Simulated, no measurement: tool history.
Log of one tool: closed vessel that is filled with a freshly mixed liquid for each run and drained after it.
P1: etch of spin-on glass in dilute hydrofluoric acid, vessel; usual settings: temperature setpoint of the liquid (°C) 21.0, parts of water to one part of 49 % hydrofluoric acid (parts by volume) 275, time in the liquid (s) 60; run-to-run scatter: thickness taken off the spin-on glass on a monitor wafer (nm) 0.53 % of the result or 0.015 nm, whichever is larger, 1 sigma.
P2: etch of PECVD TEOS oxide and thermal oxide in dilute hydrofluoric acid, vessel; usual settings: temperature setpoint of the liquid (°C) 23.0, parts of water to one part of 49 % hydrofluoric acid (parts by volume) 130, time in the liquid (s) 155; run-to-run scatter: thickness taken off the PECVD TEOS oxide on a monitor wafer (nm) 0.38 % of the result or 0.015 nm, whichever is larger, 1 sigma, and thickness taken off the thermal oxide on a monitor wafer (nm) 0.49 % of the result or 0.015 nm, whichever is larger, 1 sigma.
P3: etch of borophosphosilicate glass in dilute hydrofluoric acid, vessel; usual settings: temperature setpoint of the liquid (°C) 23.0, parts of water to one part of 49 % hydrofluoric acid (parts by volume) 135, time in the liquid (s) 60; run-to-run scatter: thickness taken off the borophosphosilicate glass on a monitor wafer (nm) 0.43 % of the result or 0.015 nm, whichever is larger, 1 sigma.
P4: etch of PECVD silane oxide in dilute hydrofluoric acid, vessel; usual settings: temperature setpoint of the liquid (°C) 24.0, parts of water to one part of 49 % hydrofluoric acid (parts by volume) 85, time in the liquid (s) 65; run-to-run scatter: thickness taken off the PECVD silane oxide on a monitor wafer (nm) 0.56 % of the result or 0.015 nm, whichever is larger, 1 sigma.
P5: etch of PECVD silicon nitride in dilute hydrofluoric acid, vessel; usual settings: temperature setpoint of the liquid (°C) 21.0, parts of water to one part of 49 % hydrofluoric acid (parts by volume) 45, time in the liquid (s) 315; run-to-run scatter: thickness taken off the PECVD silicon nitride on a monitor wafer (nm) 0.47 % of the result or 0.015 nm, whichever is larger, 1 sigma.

run	day	process that ran	temperature setpoint of the liquid (°C)	parts of water to one part of 49 % hydrofluoric acid (parts by volume)	time in the liquid (s)	hours since the thermometer was replaced	hours since the hydrofluoric acid flow meter was replaced	thickness taken off the spin-on glass on a monitor wafer (nm)	thickness taken off the PECVD silicon nitride on a monitor wafer (nm)	thickness taken off the PECVD TEOS oxide on a monitor wafer (nm)	thickness taken off the thermal oxide on a monitor wafer (nm)	thickness taken off the borophosphosilicate glass on a monitor wafer (nm)	thickness taken off the PECVD silane oxide on a monitor wafer (nm)
1	0.608	P1	21.0	275	60	452.2	248.3	10.9750					
2	1.183	P5	21.0	45	315	466.0	262.1		22.272				
3	1.867	P5	21.0	45	465	482.4	278.5		32.598				
4	2.488	P1	17.0	275	60	497.3	293.4	9.4462					
5	2.888	P1	21.0	275	90	506.9	303.0	16.3640					
6	3.375	P2	23.0	130	155	518.6	314.7			13.3940	5.1684		
7	3.946	P3	23.0	135	30	532.3	328.4					7.6832	
8	4.454	P5	21.0	45	315	544.5	340.6		22.121				
9	4.875	P1	21.0	275	60	554.6	350.7	11.0140					
10	5.521	P2	28.0	130	155	570.1	366.2			16.3220	6.2336		
11	6.221	P1	27.5	275	60	586.9	383.0	13.7430					
12	6.633	P3	23.0	80	60	596.8	392.9					27.5150	
13	7.150	P4	24.0	85	105	609.2	405.3						52.310
14	7.754	P4	24.0	35	65	623.7	419.8						83.746
15	8.108	P1	21.0	275	30	632.2	428.3	5.4651					
16	8.642	P1	21.0	275	60	645.0	441.1	10.8900					
17	9.288	P2	23.0	130	60	660.5	456.6			5.2222	2.0281		
18	9.925	P1	17.5	275	30	675.8	471.9	4.8097					
19	10.500	P3	23.0	135	60	689.6	485.7					15.3510	
20	10.854	P1	26.5	275	30	698.1	494.2	6.6276					
21	11.308	P4	24.0	85	65	709.0	505.1						32.261
22	12.008	P3	17.0	135	60	725.8	521.9					12.0770	
23	12.462	P1	21.0	275	60	736.7	532.8	10.9430					
24	12.800	P4	29.0	85	65	744.8	540.9						39.187
25	13.442	P1	21.0	130	60	760.2	556.3	26.8060					
26	13.767	P1	21.0	275	60	768.0	564.1	10.9860					
27	14.242	P1	21.0	415	60	779.4	575.5	6.4269					
28	14.921	P2	23.0	195	155	795.7	591.8			8.3443	3.2016		
29	15.475	P5	17.0	45	315	809.0	605.1		16.865				
30	15.879	P5	21.0	75	315	818.7	614.8		13.485				
31	16.221	P1	21.0	275	60	826.9	623.0	10.9940					
32	16.829	P1	24.5	125	60	841.5	637.6	32.2310					
33	17.496	P1	21.0	275	60	857.5	653.6	11.0640					
34	18.092	P1	21.0	275	60	871.8	667.9	11.3120					
35	18.742	P1	21.0	275	60	887.4	683.5	11.3200					
36	19.279	P1	21.0	275	60	900.3	696.4	11.4040					
37	19.708	P1	21.0	275	60	910.6	706.7	11.5500					
38	20.229	P1	21.0	275	60	923.1	719.2	11.4890					
39	20.638	P1	21.0	275	60	932.9	729.0	11.4310					
40	21.342	P1	21.0	275	60	949.8	745.9	11.5670					
41	21.875	P1	21.0	275	60	962.6	758.7	11.6720					
42	22.571	P1	21.0	275	60	979.3	775.4	11.5370					

What P1 gives has crept away from where it was. These 2 causes fit the log equally well, each at the size given:
A: hydrofluoric acid flow above the setpoint (%) = 4.96
B: liquid hotter than its thermometer reads (K) = 1.68
The creep began at about day 17.496.

4 check runs are offered, one wafer each, their results left as question marks. Which one tells the causes apart?
check 1	23.267	P3	23.0	135	60							?	
check 2	23.267	P5	21.0	45	315				?				
check 3	23.267	P2	23.0	130	155					?	?		
check 4	23.267	P4	24.0	85	65								?

What each check would give under each cause:
check	result	if A	if B
check 1	thickness taken off the borophosphosilicate glass on a monitor wafer (nm)	16.1720	16.3230
check 2	thickness taken off the PECVD silicon nitride on a monitor wafer (nm)	23.318	24.965
check 3	thickness taken off the PECVD TEOS oxide on a monitor wafer (nm)	14.2680	14.4080
check 3	thickness taken off the thermal oxide on a monitor wafer (nm)	5.4553	5.5089
check 4	thickness taken off the PECVD silane oxide on a monitor wafer (nm)	34.080	34.536
How far apart the two closest causes lie, in the result that separates them most: check 1 0.93 %; check 2 6.83 %; check 3 0.98 %; check 4 1.33 %
Check 2 tells the causes apart: in the others they would give nearly the same result.

Then check 2 was run and gave: thickness taken off the PECVD silicon nitride on a monitor wafer (nm) 23.311. Which cause is it?

It is A: hydrofluoric acid flow above the setpoint (%).
